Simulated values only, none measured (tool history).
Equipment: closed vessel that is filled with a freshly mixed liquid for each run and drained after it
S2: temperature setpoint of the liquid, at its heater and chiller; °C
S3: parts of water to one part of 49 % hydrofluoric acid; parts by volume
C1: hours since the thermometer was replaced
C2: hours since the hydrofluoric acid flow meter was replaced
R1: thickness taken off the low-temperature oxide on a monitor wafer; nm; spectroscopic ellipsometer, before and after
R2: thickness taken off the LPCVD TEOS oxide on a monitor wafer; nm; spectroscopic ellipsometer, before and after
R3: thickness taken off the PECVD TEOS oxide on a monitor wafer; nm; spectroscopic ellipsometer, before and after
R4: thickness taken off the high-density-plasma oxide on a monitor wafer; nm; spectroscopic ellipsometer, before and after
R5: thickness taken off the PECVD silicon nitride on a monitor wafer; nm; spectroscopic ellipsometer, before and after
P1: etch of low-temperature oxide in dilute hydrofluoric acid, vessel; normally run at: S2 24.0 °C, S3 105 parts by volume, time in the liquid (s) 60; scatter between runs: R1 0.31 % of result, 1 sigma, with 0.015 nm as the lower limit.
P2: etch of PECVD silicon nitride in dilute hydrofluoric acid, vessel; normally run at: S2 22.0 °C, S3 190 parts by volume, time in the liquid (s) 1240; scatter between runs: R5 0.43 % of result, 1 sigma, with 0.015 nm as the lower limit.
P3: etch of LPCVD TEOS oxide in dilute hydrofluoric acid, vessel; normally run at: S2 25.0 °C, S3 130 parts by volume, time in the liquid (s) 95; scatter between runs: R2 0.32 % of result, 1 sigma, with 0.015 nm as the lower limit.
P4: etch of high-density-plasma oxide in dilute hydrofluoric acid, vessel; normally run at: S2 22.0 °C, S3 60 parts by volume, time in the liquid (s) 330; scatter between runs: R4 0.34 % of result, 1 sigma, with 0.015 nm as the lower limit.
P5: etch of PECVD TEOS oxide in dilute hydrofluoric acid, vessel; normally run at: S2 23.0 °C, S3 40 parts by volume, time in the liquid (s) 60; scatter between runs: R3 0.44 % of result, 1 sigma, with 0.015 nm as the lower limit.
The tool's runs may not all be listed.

{"run": 1, "hour": 6.5, "process that ran": "P1", "S2": 24.0, "S3": 105, "time in the liquid (s)": 60, "C1": 2077.5, "C2": 452.9, "R1": 7.9494}
{"run": 2, "hour": 13.3, "process that ran": "P1", "S2": 17.0, "S3": 180, "time in the liquid (s)": 60, "C1": 2084.3, "C2": 459.7, "R1": 3.2284}
{"run": 3, "hour": 18.5, "process that ran": "P3", "S2": 29.0, "S3": 130, "time in the liquid (s)": 95, "C1": 2089.5, "C2": 464.9, "R2": 47.89}
{"run": 4, "hour": 23.2, "process that ran": "P1", "S2": 24.0, "S3": 105, "time in the liquid (s)": 60, "C1": 2094.2, "C2": 469.6, "R1": 7.9625}
{"run": 5, "hour": 29.1, "process that ran": "P1", "S2": 24.0, "S3": 105, "time in the liquid (s)": 95, "C1": 2100.1, "C2": 475.5, "R1": 12.63}
{"run": 6, "hour": 33.3, "process that ran": "P5", "S2": 23.0, "S3": 40, "time in the liquid (s)": 60, "C1": 2104.3, "C2": 479.7, "R3": 19.313}
{"run": 7, "hour": 40.2, "process that ran": "P1", "S2": 24.0, "S3": 105, "time in the liquid (s)": 60, "C1": 2111.2, "C2": 486.6, "R1": 7.9756}
{"run": 8, "hour": 44.0, "process that ran": "P4", "S2": 29.5, "S3": 60, "time in the liquid (s)": 330, "C1": 2115.0, "C2": 490.4, "R4": 39.32}
{"run": 9, "hour": 48.0, "process that ran": "P5", "S2": 23.0, "S3": 40, "time in the liquid (s)": 110, "C1": 2119.0, "C2": 494.4, "R3": 35.395}
{"run": 10, "hour": 53.9, "process that ran": "P1", "S2": 24.0, "S3": 105, "time in the liquid (s)": 60, "C1": 2124.9, "C2": 500.3, "R1": 7.9676}
{"run": 11, "hour": 58.5, "process that ran": "P1", "S2": 24.0, "S3": 105, "time in the liquid (s)": 60, "C1": 2129.5, "C2": 504.9, "R1": 7.9356}
{"run": 12, "hour": 63.6, "process that ran": "P1", "S2": 24.0, "S3": 170, "time in the liquid (s)": 60, "C1": 2134.6, "C2": 510.0, "R1": 4.5618}
{"run": 13, "hour": 70.3, "process that ran": "P1", "S2": 24.0, "S3": 105, "time in the liquid (s)": 60, "C1": 2141.3, "C2": 516.7, "R1": 7.9557}
{"run": 14, "hour": 76.8, "process that ran": "P1", "S2": 30.5, "S3": 105, "time in the liquid (s)": 60, "C1": 2147.8, "C2": 523.2, "R1": 10.195}
{"run": 15, "hour": 81.4, "process that ran": "P3", "S2": 25.0, "S3": 225, "time in the liquid (s)": 95, "C1": 2152.4, "C2": 527.8, "R2": 21.451}
{"run": 16, "hour": 85.7, "process that ran": "P4", "S2": 22.0, "S3": 60, "time in the liquid (s)": 330, "C1": 2156.7, "C2": 532.1, "R4": 29.286}
{"run": 17, "hour": 90.8, "process that ran": "P2", "S2": 22.0, "S3": 190, "time in the liquid (s)": 1240, "C1": 2161.8, "C2": 537.2, "R5": 19.734}
{"run": 18, "hour": 94.9, "process that ran": "P2", "S2": 22.0, "S3": 340, "time in the liquid (s)": 1240, "C1": 2165.9, "C2": 541.3, "R5": 11.122}
{"run": 19, "hour": 102.5, "process that ran": "P4", "S2": 22.0, "S3": 60, "time in the liquid (s)": 490, "C1": 2173.5, "C2": 548.9, "R4": 43.135}
{"run": 20, "hour": 106.9, "process that ran": "P2", "S2": 22.0, "S3": 190, "time in the liquid (s)": 2180, "C1": 2177.9, "C2": 553.3, "R5": 34.557}
{"run": 21, "hour": 113.6, "process that ran": "P5", "S2": 23.0, "S3": 20, "time in the liquid (s)": 60, "C1": 2184.6, "C2": 560.0, "R3": 39.497}
{"run": 22, "hour": 119.2, "process that ran": "P4", "S2": 22.0, "S3": 60, "time in the liquid (s)": 330, "C1": 2190.2, "C2": 565.6, "R4": 29.236}
{"run": 23, "hour": 123.8, "process that ran": "P1", "S2": 17.0, "S3": 105, "time in the liquid (s)": 30, "C1": 2194.8, "C2": 570.2, "R1": 3.0031}
{"run": 24, "hour": 129.9, "process that ran": "P5", "S2": 17.0, "S3": 40, "time in the liquid (s)": 60, "C1": 2200.9, "C2": 576.3, "R3": 15.012}
{"run": 25, "hour": 134.5, "process that ran": "P2", "S2": 28.5, "S3": 190, "time in the liquid (s)": 1240, "C1": 2205.5, "C2": 580.9, "R5": 29.506}
{"run": 26, "hour": 139.2, "process that ran": "P1", "S2": 24.0, "S3": 105, "time in the liquid (s)": 60, "C1": 2210.2, "C2": 585.6, "R1": 7.9438}
{"run": 27, "hour": 145.2, "process that ran": "P1", "S2": 17.5, "S3": 105, "time in the liquid (s)": 60, "C1": 2216.2, "C2": 591.6, "R1": 6.123}
{"run": 28, "hour": 152.6, "process that ran": "P1", "S2": 24.0, "S3": 105, "time in the liquid (s)": 30, "C1": 2223.6, "C2": 599.0, "R1": 3.9703}
{"run": 29, "hour": 159.9, "process that ran": "P1", "S2": 24.0, "S3": 35, "time in the liquid (s)": 60, "C1": 2230.9, "C2": 606.3, "R1": 26.03}
{"run": 30, "hour": 163.9, "process that ran": "P4", "S2": 22.0, "S3": 40, "time in the liquid (s)": 330, "C1": 2234.9, "C2": 610.3, "R4": 44.915}
{"run": 31, "hour": 169.7, "process that ran": "P3", "S2": 25.0, "S3": 130, "time in the liquid (s)": 30, "C1": 2240.7, "C2": 616.1, "R2": 13.127}
{"run": 32, "hour": 175.9, "process that ran": "P3", "S2": 25.0, "S3": 130, "time in the liquid (s)": 95, "C1": 2246.9, "C2": 622.3, "R2": 41.423}
{"run": 33, "hour": 182.0, "process that ran": "P1", "S2": 24.0, "S3": 105, "time in the liquid (s)": 60, "C1": 2253.0, "C2": 628.4, "R1": 7.9262}
{"run": 34, "hour": 187.8, "process that ran": "P1", "S2": 24.0, "S3": 105, "time in the liquid (s)": 60, "C1": 2258.8, "C2": 634.2, "R1": 7.7264}
{"run": 35, "hour": 194.2, "process that ran": "P1", "S2": 24.0, "S3": 105, "time in the liquid (s)": 60, "C1": 2265.2, "C2": 640.6, "R1": 7.5876}
{"run": 36, "hour": 199.9, "process that ran": "P1", "S2": 24.0, "S3": 105, "time in the liquid (s)": 60, "C1": 2270.9, "C2": 646.3, "R1": 7.52}
{"run": 37, "hour": 205.7, "process that ran": "P1", "S2": 24.0, "S3": 105, "time in the liquid (s)": 60, "C1": 2276.7, "C2": 652.1, "R1": 7.5126}
{"run": 38, "hour": 209.5, "process that ran": "P1", "S2": 24.0, "S3": 105, "time in the liquid (s)": 60, "C1": 2280.5, "C2": 655.9, "R1": 7.3941}
{"run": 39, "hour": 215.6, "process that ran": "P1", "S2": 24.0, "S3": 105, "time in the liquid (s)": 60, "C1": 2286.6, "C2": 662.0, "R1": 7.4231}
{"run": 40, "hour": 219.4, "process that ran": "P1", "S2": 24.0, "S3": 105, "time in the liquid (s)": 60, "C1": 2290.4, "C2": 665.8, "R1": 7.4}
{"run": 41, "hour": 223.1, "process that ran": "P1", "S2": 24.0, "S3": 105, "time in the liquid (s)": 60, "C1": 2294.1, "C2": 669.5, "R1": 7.4644}
{"run": 42, "hour": 231.1, "process that ran": "P1", "S2": 24.0, "S3": 105, "time in the liquid (s)": 60, "C1": 2302.1, "C2": 677.5, "R1": 7.4233}

What P1 gives has crept off from where it sat before. The 2 causes that follow fit the log equally well, each at the size noted:
A: hydrofluoric acid flow below the setpoint (%) = 5.89
B: liquid colder than its thermometer reads (K) = 1.73
Creep in the process output first set in at about hour 182.0.

Of the 4 check runs listed below, each run on one wafer and each result written as a question mark, which would let you distinguish the listed causes because they would give clearly different results?
{"run": "check 1", "hour": 239.1, "process that ran": "P2", "S2": 22.0, "S3": 190, "time in the liquid (s)": 1240, "R5": "?"}
{"run": "check 2", "hour": 239.1, "process that ran": "P4", "S2": 22.0, "S3": 60, "time in the liquid (s)": 330, "R4": "?"}
{"run": "check 3", "hour": 239.1, "process that ran": "P5", "S2": 23.0, "S3": 40, "time in the liquid (s)": 60, "R3": "?"}
{"run": "check 4", "hour": 239.1, "process that ran": "P3", "S2": 25.0, "S3": 130, "time in the liquid (s)": 95, "R2": "?"}

What every check run would give for each of its results, assuming each possible cause in turn:
check=check_1 result=R5 if_A=18.498 if_B=17.539
check=check_2 result=R4 if_A=27.258 if_B=27.072
check=check_3 result=R3 if_A=18.092 if_B=17.931
check=check_4 result=R2 if_A=38.660 if_B=38.794
Per-check spread between the two closest causes, in the result where they differ most: check 1 5.32 %; check 2 0.68 %; check 3 0.89 %; check 4 0.35 %
Only check 1 tells the causes apart: in the others they would give nearly the same result.

Then check 1 was run and gave: R5 18.493 nm. Which cause is it?

It is A: hydrofluoric acid flow below the setpoint (%).
